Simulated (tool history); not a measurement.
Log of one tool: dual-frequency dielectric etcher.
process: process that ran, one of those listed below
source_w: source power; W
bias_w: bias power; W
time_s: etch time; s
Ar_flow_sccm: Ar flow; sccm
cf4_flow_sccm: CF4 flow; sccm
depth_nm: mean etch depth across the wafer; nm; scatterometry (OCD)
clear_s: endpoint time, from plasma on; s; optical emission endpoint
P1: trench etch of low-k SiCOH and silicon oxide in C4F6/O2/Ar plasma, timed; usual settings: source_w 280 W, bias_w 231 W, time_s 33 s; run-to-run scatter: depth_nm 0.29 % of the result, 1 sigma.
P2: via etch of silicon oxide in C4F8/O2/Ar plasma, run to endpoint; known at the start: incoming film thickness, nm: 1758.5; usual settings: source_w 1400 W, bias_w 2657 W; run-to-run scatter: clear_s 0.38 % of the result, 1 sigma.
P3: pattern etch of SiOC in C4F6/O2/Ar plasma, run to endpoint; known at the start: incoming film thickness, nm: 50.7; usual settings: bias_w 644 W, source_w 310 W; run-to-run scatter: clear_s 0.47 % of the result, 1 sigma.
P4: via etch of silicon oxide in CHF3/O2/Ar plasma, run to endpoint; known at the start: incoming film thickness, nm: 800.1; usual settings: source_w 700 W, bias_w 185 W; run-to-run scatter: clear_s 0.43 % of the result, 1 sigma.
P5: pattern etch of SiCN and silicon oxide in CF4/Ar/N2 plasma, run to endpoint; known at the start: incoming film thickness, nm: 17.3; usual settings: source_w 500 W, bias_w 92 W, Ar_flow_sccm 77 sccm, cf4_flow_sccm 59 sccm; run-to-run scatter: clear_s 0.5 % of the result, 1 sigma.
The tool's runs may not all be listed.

run	hour	process	source_w	bias_w	time_s	Ar_flow_sccm	cf4_flow_sccm	hours since the last wet clean	hours since the last source power generator calibration	hours since the last bias power generator calibration	depth_nm	clear_s
1	4.5	P1	280	231	33			314.3	2082.8	1105	94.482	
2	9	P3	310	408				318.8	2087.3	1109.5		20.766
3	13.7	P1	170	231	43			323.5	2092	1114.2	101.1	
# hour 14.4: bias power generator calibrated
4	18.3	P4	700	117				328.1	2096.6	4		433.67
5	21.5	P2	1400	2657				331.3	2099.8	7.2		366.96
6	24.6	P3	310	644				334.4	2102.9	10.3		17.522
7	28.8	P1	380	231	45.5			338.6	2107.1	14.5	146.4	
8	32.5	P1	280	231	33			342.3	2110.8	18.2	94.772	
9	36.1	P2	890	2657				345.9	2114.4	21.8		435.11
10	40	P3	180	644				349.8	2118.3	25.7		21.263
11	43.5	P5	690	92		77	59	353.3	2121.8	29.2		12.198
12	46.1	P1	400	231	33			355.9	2124.4	31.8	108.26	
13	48.6	P1	280	231	20			358.4	2126.9	34.3	56.891	
14	52.7	P1	280	291	33			362.5	2131	38.4	102.83	
15	56.7	P5	500	92		62	59	366.5	2135	42.4		15.946
16	61.1	P2	1400	1946				370.9	2139.4	46.8		400.74
17	65.4	P1	280	231	33			375.2	2143.7	51.1	94.423	
18	68.6	P5	500	56		77	59	378.4	2146.9	54.3		18.956
19	71.5	P5	500	92		77	59	381.3	2149.8	57.2		16.255
20	74.4	P1	280	180	33			384.2	2152.7	60.1	86.997	
21	79.3	P1	280	231	44			389.1	2157.6	65	126.11	
22	84	P2	1400	2657				393.8	2162.3	69.7		366.12
23	87.9	P4	700	185				397.7	2166.2	73.6		377.87
24	92.7	P1	210	231	33			402.5	2171	78.4	84.874	
25	95.9	P5	500	92		77	80	405.7	2174.2	81.6		15.443
26	100.5	P4	960	185				410.3	2178.8	86.2		333.81
27	104.3	P1	280	231	33			414.1	2182.6	90	94.205	
28	108.1	P1	280	231	33			417.9	2186.4	93.8	94.141	
29	112.2	P1	280	231	33			422	2190.5	97.9	95.642	
30	116.6	P1	280	231	33			426.4	2194.9	102.3	95.462	
31	119	P1	280	231	33			428.8	2197.3	104.7	95.366	
32	123.6	P1	280	231	33			433.4	2201.9	109.3	95.257	
# hour 124.4: wet clean of the chamber
33	128.1	P1	280	231	33			3.7	2206.4	113.8	96.001	
34	132.4	P1	280	231	33			8	2210.7	118.1	95.877	
35	135.2	P1	280	231	33			10.8	2213.5	120.9	95.738	
36	139.5	P1	280	231	33			15.1	2217.8	125.2	96.227	
37	143.5	P1	280	231	33			19.1	2221.8	129.2	95.843	
38	145.9	P1	280	231	33			21.5	2224.2	131.6	95.73	
39	148.5	P1	280	231	33			24.1	2226.8	134.2	95.693	

What P1 gives has crept away from where it was. These 2 causes fit the log equally well, each at the size given:
A: bias power that arrives over what is set, % = 4.39
B: source power that arrives over what is set, % = 3.93
The creep began at about hour 108.1.
Why every other cause is out:
chamber walls in a state that raises the etch rate, %: serviced at hour 124.4, which brought nothing back

4 check runs are offered, each on 3 wafers whose results are averaged, their results left as question marks. Which one tells the causes apart?
check 1	151.1	P3	220	432								?
check 2	151.1	P5	500	64		77	59					?
check 3	151.1	P4	920	137								?
check 4	151.1	P2	940	1973								?

What each check would give under each cause:
check	result	if A	if B
check 1	clear_s	22.733	22.779
check 2	clear_s	18.095	17.731
check 3	clear_s	367.51	366.8
check 4	clear_s	463.04	462.03
How far apart the two closest causes lie, in the result that separates them most: check 1 0.2 %; check 2 2.04 %; check 3 0.19 %; check 4 0.22 %
Only check 2 tells the causes apart: in the others they would give nearly the same result.

Check 2 was then run and gave: clear_s 17.761 s. Which cause is it?

It is B: source power that arrives over what is set, %.

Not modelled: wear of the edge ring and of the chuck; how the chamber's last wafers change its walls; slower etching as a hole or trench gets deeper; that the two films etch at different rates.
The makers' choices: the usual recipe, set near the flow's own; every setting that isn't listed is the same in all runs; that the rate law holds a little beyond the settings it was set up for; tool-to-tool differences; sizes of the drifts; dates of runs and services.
